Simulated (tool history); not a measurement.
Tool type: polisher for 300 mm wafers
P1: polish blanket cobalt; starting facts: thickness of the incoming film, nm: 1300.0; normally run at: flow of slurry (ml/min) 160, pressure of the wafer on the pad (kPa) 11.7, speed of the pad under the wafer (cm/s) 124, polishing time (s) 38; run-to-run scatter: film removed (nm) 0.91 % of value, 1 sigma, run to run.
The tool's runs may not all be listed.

| run | hour | flow of slurry (ml/min) | pressure of the wafer on the pad (kPa) | speed of the pad under the wafer (cm/s) | polishing time (s) | wafers polished on this pad | hours since the slurry nozzle was cleaned | hours since the head pressure was calibrated | film removed (nm) |
|---|---|---|---|---|---|---|---|---|---|
| 1 | 11.4 | 160 | 11.7 | 124 | 38 | 223 | 483.6 | 598.9 | 205.140 |
| 2 | 17.9 | 160 | 11.7 | 124 | 38 | 273 | 490.1 | 605.4 | 205.120 |
| 3 | 24.2 | 160 | 11.7 | 124 | 38 | 322 | 496.4 | 611.7 | 200.440 |
| 4 | 35.5 | 220 | 11.7 | 86 | 38 | 409 | 507.7 | 623.0 | 146.750 |
| 5 | 46.3 | 160 | 11.7 | 124 | 26 | 492 | 518.5 | 633.8 | 138.690 |
| 6 | 53.6 | 115 | 11.7 | 124 | 38 | 548 | 525.8 | 641.1 | 189.660 |
| 7 | 63.5 | 160 | 11.7 | 174 | 38 | 624 | 535.7 | 651.0 | 283.880 |
| 8 | 72.7 | 250 | 11.7 | 124 | 38 | 695 | 544.9 | 660.2 | 213.950 |
| 9 | 84.6 | 160 | 17.9 | 124 | 38 | 787 | 556.8 | 672.1 | 313.050 |
| 10 | 96.1 | 160 | 11.7 | 124 | 38 | 875 | 568.3 | 683.6 | 204.850 |
| 11 | 102.7 | 160 | 11.7 | 124 | 38 | 926 | 574.9 | 690.2 | 205.370 |
| 12 | 111.4 | 160 | 11.7 | 76 | 38 | 993 | 583.6 | 698.9 | 124.940 |
| 13 | 123.9 | 160 | 11.7 | 124 | 38 | 1089 | 596.1 | 711.4 | 203.460 |
| 14 | 131.0 | 160 | 5.5 | 124 | 38 | 1144 | 603.2 | 718.5 | 94.322 |
| 15 | 139.2 | 160 | 11.7 | 124 | 59 | 1207 | 611.4 | 726.7 | 317.330 |
| 16 | 146.9 | 105 | 11.7 | 124 | 56 | 1266 | 619.1 | 734.4 | 275.520 |
| 17 | 155.9 | 160 | 11.7 | 124 | 38 | 1336 | 628.1 | 743.4 | 202.820 |
| 18 | 162.4 | 160 | 11.7 | 124 | 38 | 1386 | 634.6 | 749.9 | 198.070 |
| 19 | 171.6 | 160 | 11.7 | 124 | 38 | 1457 | 643.8 | 759.1 | 192.100 |
| 20 | 181.7 | 160 | 11.7 | 124 | 38 | 1534 | 653.9 | 769.2 | 190.020 |
|  | 182.2 | head pressure recalibrated |
| 21 | 194.7 | 160 | 11.7 | 124 | 38 | 1634 | 666.9 | 12.6 | 184.540 |
| 22 | 203.9 | 160 | 11.7 | 124 | 38 | 1705 | 676.1 | 21.8 | 184.810 |
| 23 | 217.0 | 160 | 11.7 | 124 | 38 | 1806 | 689.2 | 34.9 | 185.410 |

The output of P1 has drifted from where it used to be. Each of the 2 causes below, taken at the size shown beside it, accounts for the log equally well:
A: slurry flow missing at the pad, % = 39
B: removal rate lost through wear of the pad, % = 9.7
The onset of the drift is placed at about hour 155.9.
Excluded causes, each with its reason:
head's pressure below its setpoint, %: work on it at hour 182.2, done after the drift set in, did not restore what the process gave before

The 4 check runs listed below each average the results of 5 wafers, and their outcomes are marked with question marks. Under which run would the listed causes produce clearly different results?
| check 1 | 230.1 | 245 | 6.9 | 124 | 38 |  |  |  | ? |
| check 2 | 230.1 | 160 | 17.2 | 124 | 38 |  |  |  | ? |
| check 3 | 230.1 | 160 | 17.9 | 124 | 54 |  |  |  | ? |
| check 4 | 230.1 | 160 | 5.5 | 124 | 58 |  |  |  | ? |

What each check would give under each cause:
| check | result | if A | if B |
|---|---|---|---|
| check 1 | film removed (nm) | 118.160 | 114.300 |
| check 2 | film removed (nm) | 269.870 | 269.830 |
| check 3 | film removed (nm) | 398.840 | 398.770 |
| check 4 | film removed (nm) | 131.810 | 131.790 |
Smallest distance between any two causes, each pair judged by its most separating result, in per cent: check 1 3.32 %; check 2 0.02 %; check 3 0.02 %; check 4 0.02 %
Check 1 is the one run that separates the causes; every other check would come out nearly the same whichever cause is at work.

Check 1 was carried out, with these results: film removed (nm) 118.330. Which of the listed causes is responsible?

The cause is A: slurry flow missing at the pad, %.

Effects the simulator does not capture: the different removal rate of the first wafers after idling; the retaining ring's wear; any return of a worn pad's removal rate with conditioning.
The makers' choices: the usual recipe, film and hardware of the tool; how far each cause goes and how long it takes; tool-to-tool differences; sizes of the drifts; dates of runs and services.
